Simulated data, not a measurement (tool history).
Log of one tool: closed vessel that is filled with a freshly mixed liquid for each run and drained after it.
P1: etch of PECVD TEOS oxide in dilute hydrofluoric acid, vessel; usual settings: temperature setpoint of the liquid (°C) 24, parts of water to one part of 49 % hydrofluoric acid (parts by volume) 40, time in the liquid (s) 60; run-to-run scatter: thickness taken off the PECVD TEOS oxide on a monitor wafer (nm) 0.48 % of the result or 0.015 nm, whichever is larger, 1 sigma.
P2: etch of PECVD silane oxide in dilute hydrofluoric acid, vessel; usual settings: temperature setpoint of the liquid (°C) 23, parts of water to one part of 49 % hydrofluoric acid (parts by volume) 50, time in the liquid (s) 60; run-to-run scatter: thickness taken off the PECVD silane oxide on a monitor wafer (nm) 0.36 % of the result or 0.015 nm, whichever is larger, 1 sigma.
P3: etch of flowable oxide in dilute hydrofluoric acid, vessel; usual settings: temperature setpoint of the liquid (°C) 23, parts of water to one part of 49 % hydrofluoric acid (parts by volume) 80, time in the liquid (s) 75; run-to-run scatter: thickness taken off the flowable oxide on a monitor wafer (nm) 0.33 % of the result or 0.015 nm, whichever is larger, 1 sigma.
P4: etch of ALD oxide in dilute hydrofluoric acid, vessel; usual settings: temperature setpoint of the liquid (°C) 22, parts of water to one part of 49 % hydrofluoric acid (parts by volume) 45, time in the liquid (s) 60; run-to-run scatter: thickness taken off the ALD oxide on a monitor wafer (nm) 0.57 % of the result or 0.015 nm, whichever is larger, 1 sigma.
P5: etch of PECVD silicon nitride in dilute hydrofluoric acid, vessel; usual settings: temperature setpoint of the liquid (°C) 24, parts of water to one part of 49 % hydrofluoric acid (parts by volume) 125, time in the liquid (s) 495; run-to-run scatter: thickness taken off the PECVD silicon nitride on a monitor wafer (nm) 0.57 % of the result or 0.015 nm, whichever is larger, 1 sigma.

run   hour  process that ran  temperature setpoint of the liquid (°C)  parts of water to one part of 49 % hydrofluoric acid (parts by volume)  time in the liquid (s)  hours since the thermometer was replaced  hours since the hydrofluoric acid flow meter was replaced  thickness taken off the PECVD TEOS oxide on a monitor wafer (nm)  thickness taken off the PECVD silicon nitride on a monitor wafer (nm)  thickness taken off the flowable oxide on a monitor wafer (nm)  thickness taken off the ALD oxide on a monitor wafer (nm)  thickness taken off the PECVD silane oxide on a monitor wafer (nm)
  1   12.1                P1                                       24                                                                      40                      60                                     901.3                                                      831.9                                                            17.891
  2   26.8                P5                                       24                                                                     125                     495                                       916                                                      846.6                                                                                                                                   6.7718
  3   40.9                P5                                       24                                                                     220                     495                                     930.1                                                      860.7                                                                                                                                   3.8561
  4   54.1                P1                                       24                                                                      20                      60                                     943.3                                                      873.9                                                            36.706
  5   68.1                P3                                       23                                                                      80                      75                                     957.3                                                      887.9                                                                                                                                                                                                   50.131
  6   74.9                P3                                       23                                                                      80                      30                                     964.1                                                      894.7                                                                                                                                                                                                   20.293
  7     83                P1                                       24                                                                      40                      60                                     972.2                                                      902.8                                                            17.858
  8     90                P1                                       24                                                                      40                      60                                     979.2                                                      909.8                                                            17.825
  9   96.9                P3                                     19.5                                                                      80                      75                                     986.1                                                      916.7                                                                                                                                                                                                   43.731
 10  104.8                P4                                       22                                                                      45                      30                                       994                                                      924.6                                                                                                                                                                                                                                                              16.152
 11  117.1                P1                                       24                                                                      55                      95                                    1006.3                                                      936.9                                                            20.237
 12  129.8                P5                                       24                                                                     125                     495                                      1019                                                      949.6                                                                                                                                   6.7284
 13  144.3                P2                                       23                                                                      50                      60                                    1033.5                                                      964.1                                                                                                                                                                                                                                                                                                                                  39.658
 14  156.6                P1                                       24                                                                      40                      60                                    1045.8                                                      976.4                                                            17.924
 15  163.4                P3                                       23                                                                      80                      75                                    1052.6                                                      983.2                                                                                                                                                                                                   50.235
     166.4  -- hydrofluoric acid flow meter replaced
 16  170.8                P5                                       28                                                                     125                     495                                      1060                                                        4.4                                                                                                                                   8.7531
 17  182.2                P1                                       24                                                                      40                      30                                    1071.4                                                       15.8                                                            8.9603
 18  194.4                P2                                       23                                                                      50                     110                                    1083.6                                                         28                                                                                                                                                                                                                                                                                                                                  72.439
 19  206.1                P4                                       22                                                                      30                      60                                    1095.3                                                       39.7                                                                                                                                                                                                                                                              49.014
 20    213                P5                                       24                                                                     125                     785                                    1102.2                                                       46.6                                                                                                                                   10.761
 21  220.6                P1                                       24                                                                      60                      60                                    1109.8                                                       54.2                                                            11.622
 22    233                P1                                       30                                                                      40                      60                                    1122.2                                                       66.6                                                            22.826
 23  248.2                P2                                       17                                                                      50                      60                                    1137.4                                                       81.8                                                                                                                                                                                                                                                                                                                                  30.853
 24  257.8                P2                                       23                                                                      20                      60                                      1147                                                       91.4                                                                                                                                                                                                                                                                                                                                  102.83
 25  268.5                P1                                       24                                                                      40                      60                                    1157.7                                                      102.1                                                            17.885
 26  281.5                P1                                       19                                                                      40                      60                                    1170.7                                                      115.1                                                            14.392
 27    295                P4                                       29                                                                      45                      60                                    1184.2                                                      128.6                                                                                                                                                                                                                                                               42.67
 28  307.8                P1                                     31.5                                                                      20                      60                                      1197                                                      141.4                                                            50.046
 29  322.8                P3                                       23                                                                     115                      75                                      1212                                                      156.4                                                                                                                                                                                                   33.695
 30  332.5                P4                                       22                                                                      45                      60                                    1221.7                                                      166.1                                                                                                                                                                                                                                                              31.964
 31  346.2                P1                                       24                                                                      40                      95                                    1235.4                                                      179.8                                                            28.121
 32  355.1                P1                                       24                                                                      40                      60                                    1244.3                                                      188.7                                                            17.834
 33  364.7                P1                                       24                                                                      40                      60                                    1253.9                                                      198.3                                                            17.495
 34  379.9                P1                                       24                                                                      40                      60                                    1269.1                                                      213.5                                                            17.266
 35    391                P1                                       24                                                                      40                      60                                    1280.2                                                      224.6                                                            17.158
 36  405.7                P1                                       24                                                                      40                      60                                    1294.9                                                      239.3                                                            16.927
 37  420.9                P1                                       24                                                                      40                      60                                    1310.1                                                      254.5                                                            16.722
 38  436.4                P1                                       24                                                                      40                      60                                    1325.6                                                        270                                                             16.89
 39    450                P1                                       24                                                                      40                      60                                    1339.2                                                      283.6                                                            16.868
 40  459.7                P1                                       24                                                                      40                      60                                    1348.9                                                      293.3                                                            16.771
 41  466.5                P1                                       24                                                                      40                      60                                    1355.7                                                      300.1                                                            16.719

What P1 gives has crept away from where it was. These 2 causes fit the log equally well, each at the size given:
A: hydrofluoric acid flow below the setpoint (%) = 5.87
B: liquid colder than its thermometer reads (K) = 1.54
The creep began at about hour 355.1.

4 check runs are offered, each on 2 wafers whose results are averaged, their results left as question marks. Which one tells the causes apart?
check 1  473.3                P4                                       22                                                                      45                      60                                                                                                                                                                                                                                                                                                                                                                        ?
check 2  473.3                P3                                       23                                                                      80                      75                                                                                                                                                                                                                                                                                                             ?
check 3  473.3                P2                                       23                                                                      50                      60                                                                                                                                                                                                                                                                                                                                                                                                                                            ?
check 4  473.3                P5                                       24                                                                     125                     495                                                                                                                                                                                                                                             ?

What each check would give under each cause:
  check                                                                 result    if A    if B
check 1              thickness taken off the ALD oxide on a monitor wafer (nm)  29.959  29.932
check 2         thickness taken off the flowable oxide on a monitor wafer (nm)  47.189  47.368
check 3     thickness taken off the PECVD silane oxide on a monitor wafer (nm)  37.112  37.123
check 4  thickness taken off the PECVD silicon nitride on a monitor wafer (nm)  6.3586   6.102
How far apart the two closest causes lie, in the result that separates them most: check 1 0.09 %; check 2 0.38 %; check 3 0.03 %; check 4 4.12 %
Check 4 tells the causes apart: in the others they would give nearly the same result.

Then check 4 was run and gave: thickness taken off the PECVD silicon nitride on a monitor wafer (nm) 6.0968. Which cause is it?

It is B: liquid colder than its thermometer reads (K).
